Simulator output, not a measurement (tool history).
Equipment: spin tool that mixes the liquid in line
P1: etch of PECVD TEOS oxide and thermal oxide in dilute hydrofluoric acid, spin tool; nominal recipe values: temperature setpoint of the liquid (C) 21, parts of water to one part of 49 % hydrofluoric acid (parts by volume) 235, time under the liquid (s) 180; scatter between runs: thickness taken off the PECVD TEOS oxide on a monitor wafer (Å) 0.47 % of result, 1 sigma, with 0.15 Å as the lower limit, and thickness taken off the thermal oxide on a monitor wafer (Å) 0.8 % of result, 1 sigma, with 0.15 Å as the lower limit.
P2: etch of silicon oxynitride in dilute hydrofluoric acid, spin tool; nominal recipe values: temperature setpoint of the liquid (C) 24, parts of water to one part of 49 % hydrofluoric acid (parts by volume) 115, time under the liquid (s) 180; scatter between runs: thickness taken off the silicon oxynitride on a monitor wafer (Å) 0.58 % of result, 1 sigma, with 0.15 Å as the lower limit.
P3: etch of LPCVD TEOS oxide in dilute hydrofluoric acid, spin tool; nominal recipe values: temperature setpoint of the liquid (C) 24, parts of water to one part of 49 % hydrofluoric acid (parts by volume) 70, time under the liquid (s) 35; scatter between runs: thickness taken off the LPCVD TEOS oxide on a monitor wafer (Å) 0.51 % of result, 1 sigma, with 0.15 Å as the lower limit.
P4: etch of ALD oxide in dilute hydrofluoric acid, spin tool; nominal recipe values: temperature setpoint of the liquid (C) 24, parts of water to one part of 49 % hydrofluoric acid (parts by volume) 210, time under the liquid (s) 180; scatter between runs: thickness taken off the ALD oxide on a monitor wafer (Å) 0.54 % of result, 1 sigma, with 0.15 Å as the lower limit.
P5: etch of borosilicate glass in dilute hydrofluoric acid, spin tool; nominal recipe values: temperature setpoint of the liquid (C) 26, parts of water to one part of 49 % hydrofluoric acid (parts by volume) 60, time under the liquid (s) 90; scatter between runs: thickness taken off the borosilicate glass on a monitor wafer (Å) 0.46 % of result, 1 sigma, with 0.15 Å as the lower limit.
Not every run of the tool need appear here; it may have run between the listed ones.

| run | hour | process that ran | temperature setpoint of the liquid (C) | parts of water to one part of 49 % hydrofluoric acid (parts by volume) | time under the liquid (s) | thickness taken off the PECVD TEOS oxide on a monitor wafer (Å) | thickness taken off the thermal oxide on a monitor wafer (Å) | thickness taken off the silicon oxynitride on a monitor wafer (Å) | thickness taken off the borosilicate glass on a monitor wafer (Å) | thickness taken off the ALD oxide on a monitor wafer (Å) | thickness taken off the LPCVD TEOS oxide on a monitor wafer (Å) |
|---|---|---|---|---|---|---|---|---|---|---|---|
| 1 | 4.5 | P1 | 21 | 235 | 180 | 57.726 | 26.921 |  |  |  |  |
| 2 | 12.1 | P1 | 21 | 235 | 315 | 100.1 | 47.287 |  |  |  |  |
| 3 | 20 | P1 | 26.5 | 395 | 180 | 35.632 | 16.62 |  |  |  |  |
| 4 | 25.4 | P2 | 24 | 115 | 180 |  |  | 60.8 |  |  |  |
| 5 | 31.3 | P1 | 21 | 235 | 180 | 57.71 | 27.05 |  |  |  |  |
| 6 | 38 | P2 | 24 | 115 | 180 |  |  | 61.451 |  |  |  |
| 7 | 45.8 | P1 | 21 | 235 | 180 | 57.546 | 27.413 |  |  |  |  |
| 8 | 50.7 | P5 | 30.5 | 60 | 90 |  |  |  | 444.59 |  |  |
| 9 | 56.8 | P4 | 24 | 210 | 180 |  |  |  |  | 146.62 |  |
| 10 | 64.5 | P1 | 21 | 235 | 180 | 57 | 27.028 |  |  |  |  |
| 11 | 72.4 | P1 | 27 | 235 | 180 | 71.082 | 33.239 |  |  |  |  |
| 12 | 77.4 | P3 | 24 | 70 | 35 |  |  |  |  |  | 100.88 |
| 13 | 81.6 | P1 | 21 | 140 | 180 | 106.42 | 50.056 |  |  |  |  |
| 14 | 89.9 | P3 | 24 | 70 | 15 |  |  |  |  |  | 43.394 |
| 15 | 93.7 | P5 | 26 | 60 | 90 |  |  |  | 368.38 |  |  |
| 16 | 97.7 | P4 | 24 | 110 | 180 |  |  |  |  | 313.08 |  |
| 17 | 104.4 | P4 | 24 | 210 | 15 |  |  |  |  | 12.3 |  |
| 18 | 111 | P2 | 24 | 115 | 40 |  |  | 13.241 |  |  |  |
| 19 | 115.3 | P4 | 28 | 210 | 180 |  |  |  |  | 170.08 |  |
| 20 | 122.3 | P3 | 31 | 70 | 35 |  |  |  |  |  | 132.39 |
| 21 | 129.5 | P1 | 17 | 235 | 180 | 48.817 | 23.355 |  |  |  |  |

What will run 22 give?
| 22 | 136.1 | P1 | 21 | 355 | 180 | ? | ? |  |  |  |  |

Run 22 yielded thickness taken off the PECVD TEOS oxide on a monitor wafer (Å) 34.3, thickness taken off the thermal oxide on a monitor wafer (Å) 16.213.
